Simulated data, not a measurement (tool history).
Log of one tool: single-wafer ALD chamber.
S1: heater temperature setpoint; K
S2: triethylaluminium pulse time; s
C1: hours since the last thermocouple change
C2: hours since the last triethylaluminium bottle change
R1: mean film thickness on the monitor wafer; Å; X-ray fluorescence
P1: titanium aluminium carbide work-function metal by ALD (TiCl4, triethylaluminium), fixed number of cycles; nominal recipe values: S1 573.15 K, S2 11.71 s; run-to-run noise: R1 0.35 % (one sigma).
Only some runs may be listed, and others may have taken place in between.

run   hour      S1     S2     C1     C2      R1
  1    5.9  573.15  11.71  333.5  765.6  20.683
  2   14.1  552.15  11.71  341.7  773.8  18.688
  3   19.7  573.15   4.21  347.3  779.4  16.067
  4   24.1  573.15  17.26  351.7  783.8  20.977
  5   32.1  573.15  11.71  359.7  791.8  20.633
  6     37  573.15  11.71  364.6  796.7  20.725
  7   45.3  552.15    5.2  372.9    805  15.923
  8   52.6  573.15  11.71  380.2  812.3   20.75
  9     57  554.15  16.83  384.6  816.7  19.347
 10   63.2  573.15  11.71  390.8  822.9  20.649
 11   71.9  573.15  11.71  399.5  831.6  20.815
 12     79  573.15  11.71  406.6  838.7  20.695
 13   85.5  590.15  11.71  413.1  845.2  22.314
 14   92.2  573.15  11.71  419.8  851.9  20.733
 15   97.6  573.15  11.71  425.2  857.3  20.571
 16  105.7  573.15  11.71  433.3  865.4  20.305
 17    112  573.15  11.71  439.6  871.7  20.483
 18  118.7  573.15  11.71  446.3  878.4  20.257
 19  123.8  573.15  11.71  451.4  883.5  20.354
 20  131.4  573.15  11.71    459  891.1  20.417

The log shows P1 creeping away from where it was. Any of the 2 causes listed here, at the size stated for it, fits the log just as well as the others:
A: triethylaluminium dose below that of a fresh bottle (%) = 16.6
B: wafer temperature below the value expected at the setpoint (K) = 3.95
The onset of the drift is placed at about hour 92.2.

Which of the 4 check runs listed below, each an average over 2 wafers with its results shown as question marks, gives clearly different results under the different listed causes?
check 1   139  586.15    8.4           ?
check 2   139  562.15  11.71           ?
check 3   139  560.15  11.71           ?
check 4   139  553.15  11.71           ?

If the cause were each of the candidates in turn, the checks would give the following:
  check  result    if A    if B
check 1      R1  20.285  20.699
check 2      R1  19.383   19.37
check 3      R1  19.208  19.192
check 4      R1  18.598  18.575
Per check, the gap between the least separated pair of causes, taken in the result that splits them most: check 1 2.02 %; check 2 0.07 %; check 3 0.08 %; check 4 0.13 %
Only check 1 tells the causes apart: in the others they would give nearly the same result.

The results of check 1 are: R1 20.712 Å. Based on these, which of the listed causes is it?

Of the candidate causes, it is B: wafer temperature below the value expected at the setpoint (K).
